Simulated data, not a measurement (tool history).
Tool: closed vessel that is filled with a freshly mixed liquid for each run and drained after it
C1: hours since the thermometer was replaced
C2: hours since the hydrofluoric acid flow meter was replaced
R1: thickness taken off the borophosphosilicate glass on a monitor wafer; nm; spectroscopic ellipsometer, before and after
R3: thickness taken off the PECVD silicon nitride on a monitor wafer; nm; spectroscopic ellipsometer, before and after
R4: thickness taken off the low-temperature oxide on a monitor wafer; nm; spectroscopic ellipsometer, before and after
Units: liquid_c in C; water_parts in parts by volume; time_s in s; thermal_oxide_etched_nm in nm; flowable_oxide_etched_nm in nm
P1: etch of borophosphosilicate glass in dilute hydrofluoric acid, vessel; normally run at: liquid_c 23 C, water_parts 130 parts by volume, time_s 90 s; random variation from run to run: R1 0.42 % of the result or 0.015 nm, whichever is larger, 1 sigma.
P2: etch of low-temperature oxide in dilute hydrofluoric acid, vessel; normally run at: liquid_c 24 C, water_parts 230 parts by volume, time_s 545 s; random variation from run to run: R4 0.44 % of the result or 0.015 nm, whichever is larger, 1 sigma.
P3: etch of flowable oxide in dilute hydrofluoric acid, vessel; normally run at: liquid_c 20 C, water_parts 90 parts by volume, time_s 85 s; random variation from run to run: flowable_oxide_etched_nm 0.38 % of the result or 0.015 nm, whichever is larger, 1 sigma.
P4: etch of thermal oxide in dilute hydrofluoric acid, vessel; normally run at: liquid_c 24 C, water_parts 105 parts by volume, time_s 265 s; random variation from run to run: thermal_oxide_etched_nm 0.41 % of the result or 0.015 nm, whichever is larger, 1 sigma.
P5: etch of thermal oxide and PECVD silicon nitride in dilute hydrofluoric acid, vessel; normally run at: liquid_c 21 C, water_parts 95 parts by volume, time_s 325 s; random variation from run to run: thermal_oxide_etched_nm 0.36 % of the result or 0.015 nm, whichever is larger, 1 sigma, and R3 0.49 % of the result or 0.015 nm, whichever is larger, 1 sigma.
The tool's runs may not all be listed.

Run 1, hour 10.6: process P1, liquid_c 23 C, water_parts 130 parts by volume, time_s 90 s; C1 694.7; C2 952.1. Result: R1 28.966 nm.
Run 2, hour 19.9: process P5, liquid_c 21 C, water_parts 95 parts by volume, time_s 325 s; C1 704; C2 961.4. Result: thermal_oxide_etched_nm 14.502 nm, R3 15.813 nm.
Run 3, hour 30.6: process P1, liquid_c 17 C, water_parts 130 parts by volume, time_s 160 s; C1 714.7; C2 972.1. Result: R1 40.68 nm.
Run 4, hour 39.5: process P1, liquid_c 23 C, water_parts 130 parts by volume, time_s 90 s; C1 723.6; C2 981. Result: R1 28.977 nm.
Run 5, hour 48.8: process P4, liquid_c 17 C, water_parts 105 parts by volume, time_s 265 s; C1 732.9; C2 990.3. Result: thermal_oxide_etched_nm 9.1578 nm.
Run 6, hour 59.2: process P4, liquid_c 24 C, water_parts 105 parts by volume, time_s 265 s; C1 743.3; C2 1000.7. Result: thermal_oxide_etched_nm 12.187 nm.
Run 7, hour 73.4: process P1, liquid_c 23 C, water_parts 130 parts by volume, time_s 90 s; C1 757.5; C2 1014.9. Result: R1 29.173 nm.
Run 8, hour 85.6: process P1, liquid_c 23 C, water_parts 130 parts by volume, time_s 90 s; C1 769.7; C2 1027.1. Result: R1 29.121 nm.
Run 9, hour 98: process P2, liquid_c 24 C, water_parts 95 parts by volume, time_s 545 s; C1 782.1; C2 1039.5. Result: R4 59.72 nm.
Run 10, hour 104.9: process P4, liquid_c 24 C, water_parts 105 parts by volume, time_s 30 s; C1 789; C2 1046.4. Result: thermal_oxide_etched_nm 1.3521 nm.
Run 11, hour 114.3: process P4, liquid_c 24 C, water_parts 150 parts by volume, time_s 265 s; C1 798.4; C2 1055.8. Result: thermal_oxide_etched_nm 8.0747 nm.
At hour 115.2: hydrofluoric acid flow meter replaced.
Run 12, hour 125.4: process P3, liquid_c 20 C, water_parts 90 parts by volume, time_s 85 s; C1 809.5; C2 10.2. Result: flowable_oxide_etched_nm 42.873 nm.
Run 13, hour 133.4: process P2, liquid_c 24 C, water_parts 230 parts by volume, time_s 545 s; C1 817.5; C2 18.2. Result: R4 21.163 nm.
Run 14, hour 145.6: process P1, liquid_c 23 C, water_parts 130 parts by volume, time_s 175 s; C1 829.7; C2 30.4. Result: R1 56.152 nm.
Run 15, hour 159.9: process P1, liquid_c 23 C, water_parts 185 parts by volume, time_s 145 s; C1 844; C2 44.7. Result: R1 30.833 nm.
Run 16, hour 170: process P1, liquid_c 23 C, water_parts 130 parts by volume, time_s 90 s; C1 854.1; C2 54.8. Result: R1 28.997 nm.
Run 17, hour 178.2: process P5, liquid_c 21 C, water_parts 40 parts by volume, time_s 325 s; C1 862.3; C2 63. Result: thermal_oxide_etched_nm 37.066 nm, R3 37.204 nm.
Run 18, hour 189.8: process P2, liquid_c 31 C, water_parts 230 parts by volume, time_s 545 s; C1 873.9; C2 74.6. Result: R4 27.236 nm.
Run 19, hour 197.2: process P3, liquid_c 20 C, water_parts 90 parts by volume, time_s 30 s; C1 881.3; C2 82. Result: flowable_oxide_etched_nm 14.975 nm.
Run 20, hour 204.4: process P5, liquid_c 21 C, water_parts 95 parts by volume, time_s 475 s; C1 888.5; C2 89.2. Result: thermal_oxide_etched_nm 21.128 nm, R3 23.32 nm.
Run 21, hour 218.6: process P3, liquid_c 27 C, water_parts 90 parts by volume, time_s 85 s; C1 902.7; C2 103.4. Result: flowable_oxide_etched_nm 56.319 nm.
Run 22, hour 229.2: process P1, liquid_c 23 C, water_parts 130 parts by volume, time_s 90 s; C1 913.3; C2 114. Result: R1 28.902 nm.
Run 23, hour 242.6: process P2, liquid_c 24 C, water_parts 230 parts by volume, time_s 1010 s; C1 926.7; C2 127.4. Result: R4 39.758 nm.
Run 24, hour 249.1: process P1, liquid_c 23 C, water_parts 180 parts by volume, time_s 90 s; C1 933.2; C2 133.9. Result: R1 19.914 nm.
At hour 250.2: thermometer replaced.
Run 25, hour 262.7: process P1, liquid_c 23 C, water_parts 130 parts by volume, time_s 90 s; C1 12.6; C2 147.5. Result: R1 29 nm.
Run 26, hour 274.8: process P5, liquid_c 17 C, water_parts 95 parts by volume, time_s 325 s; C1 24.7; C2 159.6. Result: thermal_oxide_etched_nm 12.221 nm, R3 12.089 nm.
Run 27, hour 282.5: process P1, liquid_c 23 C, water_parts 130 parts by volume, time_s 30 s; C1 32.4; C2 167.3. Result: R1 9.6568 nm.
Run 28, hour 294.4: process P1, liquid_c 23 C, water_parts 30 parts by volume, time_s 90 s; C1 44.3; C2 179.2. Result: R1 142.17 nm.
Run 29, hour 304.8: process P1, liquid_c 29.5 C, water_parts 130 parts by volume, time_s 90 s; C1 54.7; C2 189.6. Result: R1 37.334 nm.
Run 30, hour 313.2: process P1, liquid_c 17.5 C, water_parts 130 parts by volume, time_s 90 s; C1 63.1; C2 198. Result: R1 23.206 nm.
Run 31, hour 322.3: process P3, liquid_c 20 C, water_parts 30 parts by volume, time_s 85 s; C1 72.2; C2 207.1. Result: flowable_oxide_etched_nm 136.89 nm.
Run 32, hour 330.4: process P3, liquid_c 20 C, water_parts 90 parts by volume, time_s 85 s; C1 80.3; C2 215.2. Result: flowable_oxide_etched_nm 42.566 nm.
Run 33, hour 344.3: process P1, liquid_c 23 C, water_parts 130 parts by volume, time_s 90 s; C1 94.2; C2 229.1. Result: R1 28.884 nm.
Run 34, hour 354.9: process P1, liquid_c 23 C, water_parts 130 parts by volume, time_s 90 s; C1 104.8; C2 239.7. Result: R1 28.467 nm.
Run 35, hour 367.8: process P1, liquid_c 23 C, water_parts 130 parts by volume, time_s 90 s; C1 117.7; C2 252.6. Result: R1 27.775 nm.
Run 36, hour 374.8: process P1, liquid_c 23 C, water_parts 130 parts by volume, time_s 90 s; C1 124.7; C2 259.6. Result: R1 27.669 nm.
Run 37, hour 388.3: process P1, liquid_c 23 C, water_parts 130 parts by volume, time_s 90 s; C1 138.2; C2 273.1. Result: R1 27.508 nm.
Run 38, hour 397.5: process P1, liquid_c 23 C, water_parts 130 parts by volume, time_s 90 s; C1 147.4; C2 282.3. Result: R1 27.308 nm.
Run 39, hour 406.9: process P1, liquid_c 23 C, water_parts 130 parts by volume, time_s 90 s; C1 156.8; C2 291.7. Result: R1 27.247 nm.
Run 40, hour 414.7: process P1, liquid_c 23 C, water_parts 130 parts by volume, time_s 90 s; C1 164.6; C2 299.5. Result: R1 27.322 nm.
Run 41, hour 421.3: process P1, liquid_c 23 C, water_parts 130 parts by volume, time_s 90 s; C1 171.2; C2 306.1. Result: R1 27.194 nm.
Run 42, hour 428.5: process P1, liquid_c 23 C, water_parts 130 parts by volume, time_s 90 s; C1 178.4; C2 313.3. Result: R1 27.307 nm.
Run 43, hour 440.6: process P1, liquid_c 23 C, water_parts 130 parts by volume, time_s 90 s; C1 190.5; C2 325.4. Result: R1 27.024 nm.

What P1 gives has crept away from where it was. These 2 causes fit the log equally well, each at the size given:
A: liquid colder than its thermometer reads (K) = 1.68
B: hydrofluoric acid flow below the setpoint (%) = 5.59
The creep began at about hour 344.3.

4 check runs are offered, one wafer each, their results left as question marks. Which one tells the causes apart?
Run check 1, hour 452.7: process P3, liquid_c 26 C, water_parts 90 parts by volume, time_s 35 s. Result: flowable_oxide_etched_nm ?.
Run check 2, hour 452.7: process P4, liquid_c 17 C, water_parts 105 parts by volume, time_s 30 s. Result: thermal_oxide_etched_nm ?.
Run check 3, hour 452.7: process P2, liquid_c 24 C, water_parts 135 parts by volume, time_s 545 s. Result: R4 ?.
Run check 4, hour 452.7: process P5, liquid_c 17 C, water_parts 95 parts by volume, time_s 325 s. Result: thermal_oxide_etched_nm ?, R3 ?.

What each check would give under each cause:
  check                    result     if A     if B
check 1  flowable_oxide_etched_nm   20.941   20.981
check 2   thermal_oxide_etched_nm  0.96662  0.97366
check 3                        R4    37.74    37.69
check 4   thermal_oxide_etched_nm   11.442   11.537
check 4                        R3   10.742   11.435
How far apart the two closest causes lie, in the result that separates them most: check 1 0.19 %; check 2 0.73 %; check 3 0.13 %; check 4 6.25 %
Only check 4 tells the causes apart: in the others they would give nearly the same result.

Then check 4 was run and gave: thermal_oxide_etched_nm 11.545 nm; R3 11.55 nm. Which cause is it?

It is B: hydrofluoric acid flow below the setpoint (%).

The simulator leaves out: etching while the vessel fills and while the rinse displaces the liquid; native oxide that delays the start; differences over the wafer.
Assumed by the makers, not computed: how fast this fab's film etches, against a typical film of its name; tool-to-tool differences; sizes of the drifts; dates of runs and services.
